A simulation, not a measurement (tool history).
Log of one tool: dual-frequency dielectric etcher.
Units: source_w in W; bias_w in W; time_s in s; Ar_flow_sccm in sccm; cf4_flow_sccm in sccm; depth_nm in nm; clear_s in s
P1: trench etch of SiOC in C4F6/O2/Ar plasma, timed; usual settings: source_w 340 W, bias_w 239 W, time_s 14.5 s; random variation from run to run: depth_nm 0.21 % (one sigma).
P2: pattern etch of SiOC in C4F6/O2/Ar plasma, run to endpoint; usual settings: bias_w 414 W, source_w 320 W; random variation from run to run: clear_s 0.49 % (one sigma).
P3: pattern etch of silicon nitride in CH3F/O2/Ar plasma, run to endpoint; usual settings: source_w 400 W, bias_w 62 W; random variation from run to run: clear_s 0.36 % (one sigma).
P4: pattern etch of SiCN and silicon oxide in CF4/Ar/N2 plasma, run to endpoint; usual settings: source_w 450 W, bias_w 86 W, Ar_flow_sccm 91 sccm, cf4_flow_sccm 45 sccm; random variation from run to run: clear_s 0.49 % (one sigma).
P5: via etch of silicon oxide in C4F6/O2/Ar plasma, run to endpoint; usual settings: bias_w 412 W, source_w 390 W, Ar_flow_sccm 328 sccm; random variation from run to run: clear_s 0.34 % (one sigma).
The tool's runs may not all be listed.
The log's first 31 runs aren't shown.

| run | hour | process | source_w | bias_w | time_s | Ar_flow_sccm | cf4_flow_sccm | hours since the last wet clean | hours since the last source power generator calibration | hours since the last bias power generator calibration | depth_nm | clear_s |
|---|---|---|---|---|---|---|---|---|---|---|---|---|
| 32 | 134.4 | P1 | 340 | 239 | 14.5 |  |  | 105.9 | 1167.2 | 90.4 | 31.82 |  |
| 33 | 138.4 | P1 | 340 | 239 | 14.5 |  |  | 109.9 | 1171.2 | 94.4 | 31.665 |  |
| 34 | 140.9 | P1 | 340 | 239 | 14.5 |  |  | 112.4 | 1173.7 | 96.9 | 31.524 |  |
| 35 | 144.9 | P1 | 340 | 239 | 14.5 |  |  | 116.4 | 1177.7 | 100.9 | 31.393 |  |
| 36 | 147.4 | P1 | 340 | 239 | 14.5 |  |  | 118.9 | 1180.2 | 103.4 | 31.31 |  |
| 37 | 151.5 | P1 | 340 | 239 | 14.5 |  |  | 123 | 1184.3 | 107.5 | 31.354 |  |
|  | 155.4 | wet clean of the chamber |
| 38 | 156.1 | P1 | 340 | 239 | 14.5 |  |  | 0.7 | 1188.9 | 112.1 | 31.32 |  |
| 39 | 160.2 | P1 | 340 | 239 | 14.5 |  |  | 4.8 | 1193 | 116.2 | 31.147 |  |

The next listed run, before its measurement:
| 40 | 164.9 | P1 | 340 | 239 | 14.5 |  |  | 9.5 | 1197.7 | 120.9 | ? |  |

depth_nm: 31.34 nm
